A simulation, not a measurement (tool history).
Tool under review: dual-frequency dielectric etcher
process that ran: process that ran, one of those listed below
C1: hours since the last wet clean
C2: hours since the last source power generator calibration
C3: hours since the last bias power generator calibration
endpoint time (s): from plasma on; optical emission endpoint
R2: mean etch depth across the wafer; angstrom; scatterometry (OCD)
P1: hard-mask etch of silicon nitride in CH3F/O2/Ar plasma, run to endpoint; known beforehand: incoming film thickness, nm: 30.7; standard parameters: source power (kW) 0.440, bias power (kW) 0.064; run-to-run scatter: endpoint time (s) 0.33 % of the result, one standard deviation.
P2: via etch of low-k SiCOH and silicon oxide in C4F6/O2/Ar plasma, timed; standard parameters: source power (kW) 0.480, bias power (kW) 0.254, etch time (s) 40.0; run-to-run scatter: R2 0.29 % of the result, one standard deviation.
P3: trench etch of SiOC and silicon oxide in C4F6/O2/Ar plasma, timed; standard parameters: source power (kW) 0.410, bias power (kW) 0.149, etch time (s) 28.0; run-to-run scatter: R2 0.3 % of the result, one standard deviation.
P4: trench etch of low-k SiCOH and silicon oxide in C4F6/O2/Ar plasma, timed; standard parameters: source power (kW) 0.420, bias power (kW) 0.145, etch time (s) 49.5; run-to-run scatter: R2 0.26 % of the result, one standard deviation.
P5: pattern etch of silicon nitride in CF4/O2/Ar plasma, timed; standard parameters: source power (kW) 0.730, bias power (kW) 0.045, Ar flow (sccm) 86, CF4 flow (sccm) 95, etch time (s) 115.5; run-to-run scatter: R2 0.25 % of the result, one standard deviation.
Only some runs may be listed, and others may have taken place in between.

Run 1, hour 8.5: process that ran P1, source power (kW) 0.440, bias power (kW) 0.064; C1 369.3; C2 945.3; C3 1202.5. Result: endpoint time (s) 43.536.
Run 2, hour 17.9: process that ran P3, source power (kW) 0.410, bias power (kW) 0.149, etch time (s) 28.0; C1 378.7; C2 954.7; C3 1211.9. Result: R2 505.47 angstrom.
Run 3, hour 23.3: process that ran P3, source power (kW) 0.410, bias power (kW) 0.149, etch time (s) 21.5; C1 384.1; C2 960.1; C3 1217.3. Result: R2 388.42 angstrom.
Run 4, hour 29.8: process that ran P5, source power (kW) 0.520, bias power (kW) 0.045, etch time (s) 115.5, Ar flow (sccm) 86, CF4 flow (sccm) 95; C1 390.6; C2 966.6; C3 1223.8. Result: R2 2180.00 angstrom.
Run 5, hour 39.7: process that ran P1, source power (kW) 0.440, bias power (kW) 0.064; C1 400.5; C2 976.5; C3 1233.7. Result: endpoint time (s) 43.601.
Run 6, hour 49.9: process that ran P2, source power (kW) 0.350, bias power (kW) 0.254, etch time (s) 40.0; C1 410.7; C2 986.7; C3 1243.9. Result: R2 1091.50 angstrom.
Run 7, hour 56.0: process that ran P1, source power (kW) 0.320, bias power (kW) 0.064; C1 416.8; C2 992.8; C3 1250.0. Result: endpoint time (s) 49.049.
Run 8, hour 63.0: process that ran P1, source power (kW) 0.440, bias power (kW) 0.064; C1 423.8; C2 999.8; C3 1257.0. Result: endpoint time (s) 43.251.
Run 9, hour 68.4: process that ran P2, source power (kW) 0.480, bias power (kW) 0.178, etch time (s) 40.0; C1 429.2; C2 1005.2; C3 1262.4. Result: R2 1101.70 angstrom.
Run 10, hour 76.0: process that ran P1, source power (kW) 0.590, bias power (kW) 0.064; C1 436.8; C2 1012.8; C3 1270.0. Result: endpoint time (s) 38.869.
Run 11, hour 84.9: process that ran P1, source power (kW) 0.440, bias power (kW) 0.064; C1 445.7; C2 1021.7; C3 1278.9. Result: endpoint time (s) 43.429.
Run 12, hour 95.0: process that ran P4, source power (kW) 0.420, bias power (kW) 0.098, etch time (s) 49.5; C1 455.8; C2 1031.8; C3 1289.0. Result: R2 1349.50 angstrom.
Run 13, hour 105.2: process that ran P1, source power (kW) 0.440, bias power (kW) 0.052; C1 466.0; C2 1042.0; C3 1299.2. Result: endpoint time (s) 46.299.
Run 14, hour 114.7: process that ran P4, source power (kW) 0.420, bias power (kW) 0.145, etch time (s) 27.0; C1 475.5; C2 1051.5; C3 1308.7. Result: R2 821.82 angstrom.
Run 15, hour 120.7: process that ran P4, source power (kW) 0.340, bias power (kW) 0.145, etch time (s) 49.5; C1 481.5; C2 1057.5; C3 1314.7. Result: R2 1387.40 angstrom.
Run 16, hour 129.2: process that ran P1, source power (kW) 0.440, bias power (kW) 0.077; C1 490.0; C2 1066.0; C3 1323.2. Result: endpoint time (s) 40.914.
Run 17, hour 135.2: process that ran P5, source power (kW) 0.730, bias power (kW) 0.045, etch time (s) 115.5, Ar flow (sccm) 119, CF4 flow (sccm) 95; C1 496.0; C2 1072.0; C3 1329.2. Result: R2 2803.20 angstrom.
Run 18, hour 142.2: process that ran P2, source power (kW) 0.480, bias power (kW) 0.254, etch time (s) 40.0; C1 503.0; C2 1079.0; C3 1336.2. Result: R2 1239.40 angstrom.
Run 19, hour 150.4: process that ran P2, source power (kW) 0.480, bias power (kW) 0.254, etch time (s) 59.5; C1 511.2; C2 1087.2; C3 1344.4. Result: R2 1833.30 angstrom.
Run 20, hour 160.1: process that ran P1, source power (kW) 0.610, bias power (kW) 0.078; C1 520.9; C2 1096.9; C3 1354.1. Result: endpoint time (s) 35.971.
Run 21, hour 169.8: process that ran P4, source power (kW) 0.420, bias power (kW) 0.145, etch time (s) 49.5; C1 530.6; C2 1106.6; C3 1363.8. Result: R2 1505.30 angstrom.
Run 22, hour 180.2: process that ran P3, source power (kW) 0.410, bias power (kW) 0.100, etch time (s) 28.0; C1 541.0; C2 1117.0; C3 1374.2. Result: R2 449.24 angstrom.
Run 23, hour 184.7: process that ran P2, source power (kW) 0.480, bias power (kW) 0.254, etch time (s) 40.0; C1 545.5; C2 1121.5; C3 1378.7. Result: R2 1237.10 angstrom.
Run 24, hour 192.7: process that ran P5, source power (kW) 0.730, bias power (kW) 0.045, etch time (s) 115.5, Ar flow (sccm) 86, CF4 flow (sccm) 95; C1 553.5; C2 1129.5; C3 1386.7. Result: R2 2940.50 angstrom.
Run 25, hour 201.4: process that ran P5, source power (kW) 0.730, bias power (kW) 0.032, etch time (s) 115.5, Ar flow (sccm) 86, CF4 flow (sccm) 95; C1 562.2; C2 1138.2; C3 1395.4. Result: R2 2628.30 angstrom.
Run 26, hour 209.9: process that ran P1, source power (kW) 0.440, bias power (kW) 0.064; C1 570.7; C2 1146.7; C3 1403.9. Result: endpoint time (s) 43.514.
Run 27, hour 217.0: process that ran P5, source power (kW) 0.730, bias power (kW) 0.045, etch time (s) 76.5, Ar flow (sccm) 86, CF4 flow (sccm) 95; C1 577.8; C2 1153.8; C3 1411.0. Result: R2 1954.40 angstrom.
Run 28, hour 221.8: process that ran P1, source power (kW) 0.440, bias power (kW) 0.064; C1 582.6; C2 1158.6; C3 1415.8. Result: endpoint time (s) 43.456.
Run 29, hour 229.9: process that ran P1, source power (kW) 0.440, bias power (kW) 0.064; C1 590.7; C2 1166.7; C3 1423.9. Result: endpoint time (s) 43.433.
Run 30, hour 236.0: process that ran P5, source power (kW) 0.730, bias power (kW) 0.045, etch time (s) 115.5, Ar flow (sccm) 86, CF4 flow (sccm) 115; C1 596.8; C2 1172.8; C3 1430.0. Result: R2 3010.40 angstrom.
Run 31, hour 242.4: process that ran P3, source power (kW) 0.530, bias power (kW) 0.149, etch time (s) 28.0; C1 603.2; C2 1179.2; C3 1436.4. Result: R2 557.69 angstrom.
Run 32, hour 250.4: process that ran P1, source power (kW) 0.440, bias power (kW) 0.064; C1 611.2; C2 1187.2; C3 1444.4. Result: endpoint time (s) 43.410.
Run 33, hour 259.8: process that ran P1, source power (kW) 0.440, bias power (kW) 0.064; C1 620.6; C2 1196.6; C3 1453.8. Result: endpoint time (s) 43.710.
Run 34, hour 266.7: process that ran P1, source power (kW) 0.440, bias power (kW) 0.064; C1 627.5; C2 1203.5; C3 1460.7. Result: endpoint time (s) 44.015.
Run 35, hour 275.2: process that ran P1, source power (kW) 0.440, bias power (kW) 0.064; C1 636.0; C2 1212.0; C3 1469.2. Result: endpoint time (s) 44.109.
Run 36, hour 281.5: process that ran P1, source power (kW) 0.440, bias power (kW) 0.064; C1 642.3; C2 1218.3; C3 1475.5. Result: endpoint time (s) 44.206.
Run 37, hour 289.8: process that ran P1, source power (kW) 0.440, bias power (kW) 0.064; C1 650.6; C2 1226.6; C3 1483.8. Result: endpoint time (s) 44.095.
At hour 293.2: wet clean of the chamber.
Run 38, hour 296.1: process that ran P1, source power (kW) 0.440, bias power (kW) 0.064; C1 3.0; C2 1232.9; C3 1490.1. Result: endpoint time (s) 44.080.
Run 39, hour 305.7: process that ran P1, source power (kW) 0.440, bias power (kW) 0.064; C1 12.6; C2 1242.5; C3 1499.7. Result: endpoint time (s) 44.145.

Run 40 is up next; what results do you expect?
Run 40, hour 311.0: process that ran P1, source power (kW) 0.440, bias power (kW) 0.064; C1 17.9; C2 1247.8; C3 1505.0. Result: endpoint time (s) ?.

{"run 40": {"endpoint time (s)": 44.352}}
